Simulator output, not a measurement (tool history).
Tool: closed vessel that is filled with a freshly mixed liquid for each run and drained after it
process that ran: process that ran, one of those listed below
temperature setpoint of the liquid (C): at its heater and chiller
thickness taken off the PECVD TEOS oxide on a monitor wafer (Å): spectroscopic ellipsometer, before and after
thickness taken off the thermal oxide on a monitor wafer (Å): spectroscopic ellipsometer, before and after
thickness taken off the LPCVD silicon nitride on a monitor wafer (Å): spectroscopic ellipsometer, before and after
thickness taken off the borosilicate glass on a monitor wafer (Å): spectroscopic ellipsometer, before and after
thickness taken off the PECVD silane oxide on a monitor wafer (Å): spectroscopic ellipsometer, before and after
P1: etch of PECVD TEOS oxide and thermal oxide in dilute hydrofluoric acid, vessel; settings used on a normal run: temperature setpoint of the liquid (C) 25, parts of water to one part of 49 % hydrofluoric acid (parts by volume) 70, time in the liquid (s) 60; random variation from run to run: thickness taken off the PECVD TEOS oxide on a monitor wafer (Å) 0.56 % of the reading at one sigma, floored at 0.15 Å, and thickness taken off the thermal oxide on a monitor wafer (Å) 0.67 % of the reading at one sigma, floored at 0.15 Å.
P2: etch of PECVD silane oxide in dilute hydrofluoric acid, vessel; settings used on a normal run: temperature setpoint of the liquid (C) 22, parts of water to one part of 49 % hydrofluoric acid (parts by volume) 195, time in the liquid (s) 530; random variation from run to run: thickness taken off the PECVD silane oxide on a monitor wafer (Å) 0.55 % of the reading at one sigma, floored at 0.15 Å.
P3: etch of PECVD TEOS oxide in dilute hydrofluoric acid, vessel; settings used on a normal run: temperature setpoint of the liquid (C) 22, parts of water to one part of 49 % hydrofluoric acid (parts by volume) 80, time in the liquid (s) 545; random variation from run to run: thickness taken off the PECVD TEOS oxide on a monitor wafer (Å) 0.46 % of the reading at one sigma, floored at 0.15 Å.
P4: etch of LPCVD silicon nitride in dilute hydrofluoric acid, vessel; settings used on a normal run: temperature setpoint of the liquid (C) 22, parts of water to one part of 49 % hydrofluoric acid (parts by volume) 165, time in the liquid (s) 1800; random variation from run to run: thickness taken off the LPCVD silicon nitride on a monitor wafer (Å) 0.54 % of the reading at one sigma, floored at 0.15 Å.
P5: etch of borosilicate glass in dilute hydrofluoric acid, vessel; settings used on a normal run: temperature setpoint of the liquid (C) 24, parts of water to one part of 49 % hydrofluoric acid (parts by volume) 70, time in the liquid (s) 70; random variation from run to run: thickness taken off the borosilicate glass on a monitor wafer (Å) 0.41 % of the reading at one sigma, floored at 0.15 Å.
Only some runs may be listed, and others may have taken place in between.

| run | day | process that ran | temperature setpoint of the liquid (C) | parts of water to one part of 49 % hydrofluoric acid (parts by volume) | time in the liquid (s) | thickness taken off the PECVD TEOS oxide on a monitor wafer (Å) | thickness taken off the thermal oxide on a monitor wafer (Å) | thickness taken off the LPCVD silicon nitride on a monitor wafer (Å) | thickness taken off the borosilicate glass on a monitor wafer (Å) | thickness taken off the PECVD silane oxide on a monitor wafer (Å) |
|---|---|---|---|---|---|---|---|---|---|---|
| 1 | 0.412 | P1 | 25 | 70 | 60 | 145.53 | 46.721 |  |  |  |
| 2 | 0.862 | P3 | 22 | 80 | 545 | 559.48 |  |  |  |  |
| 3 | 1.412 | P1 | 32.5 | 105 | 60 | 121.85 | 38.779 |  |  |  |
| 4 | 1.929 | P4 | 22 | 165 | 930 |  |  | 25.089 |  |  |
| 5 | 2.3 | P1 | 21.5 | 70 | 35 | 73.122 | 23.23 |  |  |  |
| 6 | 2.704 | P1 | 25 | 20 | 30 | 271.15 | 86.547 |  |  |  |
| 7 | 3.417 | P1 | 25 | 20 | 60 | 543.71 | 172.66 |  |  |  |
| 8 | 3.975 | P3 | 22 | 80 | 990 | 1019.1 |  |  |  |  |
| 9 | 4.775 | P1 | 29 | 70 | 60 | 170.6 | 54.975 |  |  |  |
| 10 | 5.229 | P5 | 24 | 70 | 70 |  |  |  | 588.26 |  |
| 11 | 5.796 | P1 | 25 | 70 | 60 | 144.36 | 46.032 |  |  |  |
|  | 6.15 | hydrofluoric acid flow meter replaced |
| 12 | 6.496 | P2 | 22 | 195 | 530 |  |  |  |  | 543.94 |
| 13 | 6.867 | P1 | 25 | 70 | 30 | 72.838 | 23.26 |  |  |  |
| 14 | 7.625 | P2 | 17 | 195 | 530 |  |  |  |  | 446.63 |
| 15 | 8.333 | P2 | 22 | 65 | 530 |  |  |  |  | 1890.7 |
| 16 | 8.912 | P4 | 22 | 165 | 1800 |  |  | 49.267 |  |  |
| 17 | 9.642 | P1 | 25 | 70 | 60 | 144.49 | 46.564 |  |  |  |
| 18 | 10.412 | P5 | 24 | 70 | 70 |  |  |  | 589.56 |  |
| 19 | 10.938 | P3 | 22 | 80 | 545 | 560.23 |  |  |  |  |
| 20 | 11.342 | P5 | 24 | 105 | 70 |  |  |  | 374.82 |  |
| 21 | 11.875 | P4 | 22 | 165 | 1800 |  |  | 48.908 |  |  |
| 22 | 12.512 | P1 | 25 | 125 | 60 | 75.744 | 24.599 |  |  |  |
| 23 | 13.054 | P5 | 24 | 70 | 30 |  |  |  | 251.94 |  |
| 24 | 13.562 | P5 | 30 | 70 | 70 |  |  |  | 742.93 |  |
| 25 | 13.95 | P1 | 19 | 70 | 60 | 112.86 | 36.046 |  |  |  |
| 26 | 14.379 | P1 | 25 | 70 | 60 | 146.6 | 46.146 |  |  |  |
| 27 | 14.904 | P2 | 22 | 195 | 250 |  |  |  |  | 256.39 |
| 28 | 15.458 | P1 | 25 | 70 | 115 | 278.4 | 89.533 |  |  |  |
| 29 | 16.008 | P2 | 22 | 195 | 530 |  |  |  |  | 545.88 |
| 30 | 16.658 | P1 | 25 | 70 | 60 | 145.09 | 45.763 |  |  |  |
| 31 | 17.321 | P3 | 22 | 115 | 545 | 374.54 |  |  |  |  |
| 32 | 17.942 | P4 | 17 | 165 | 1800 |  |  | 34.904 |  |  |
| 33 | 18.475 | P3 | 29 | 80 | 545 | 739.02 |  |  |  |  |
| 34 | 18.883 | P4 | 22 | 70 | 1800 |  |  | 113.98 |  |  |
| 35 | 19.308 | P1 | 25 | 70 | 60 | 145.28 | 46.771 |  |  |  |

Expected results for the next run?
| 36 | 20.008 | P1 | 25 | 70 | 60 | ? | ? |  |  |  |

Run 36 gave thickness taken off the PECVD TEOS oxide on a monitor wafer (Å) 145.03, thickness taken off the thermal oxide on a monitor wafer (Å) 46.475.

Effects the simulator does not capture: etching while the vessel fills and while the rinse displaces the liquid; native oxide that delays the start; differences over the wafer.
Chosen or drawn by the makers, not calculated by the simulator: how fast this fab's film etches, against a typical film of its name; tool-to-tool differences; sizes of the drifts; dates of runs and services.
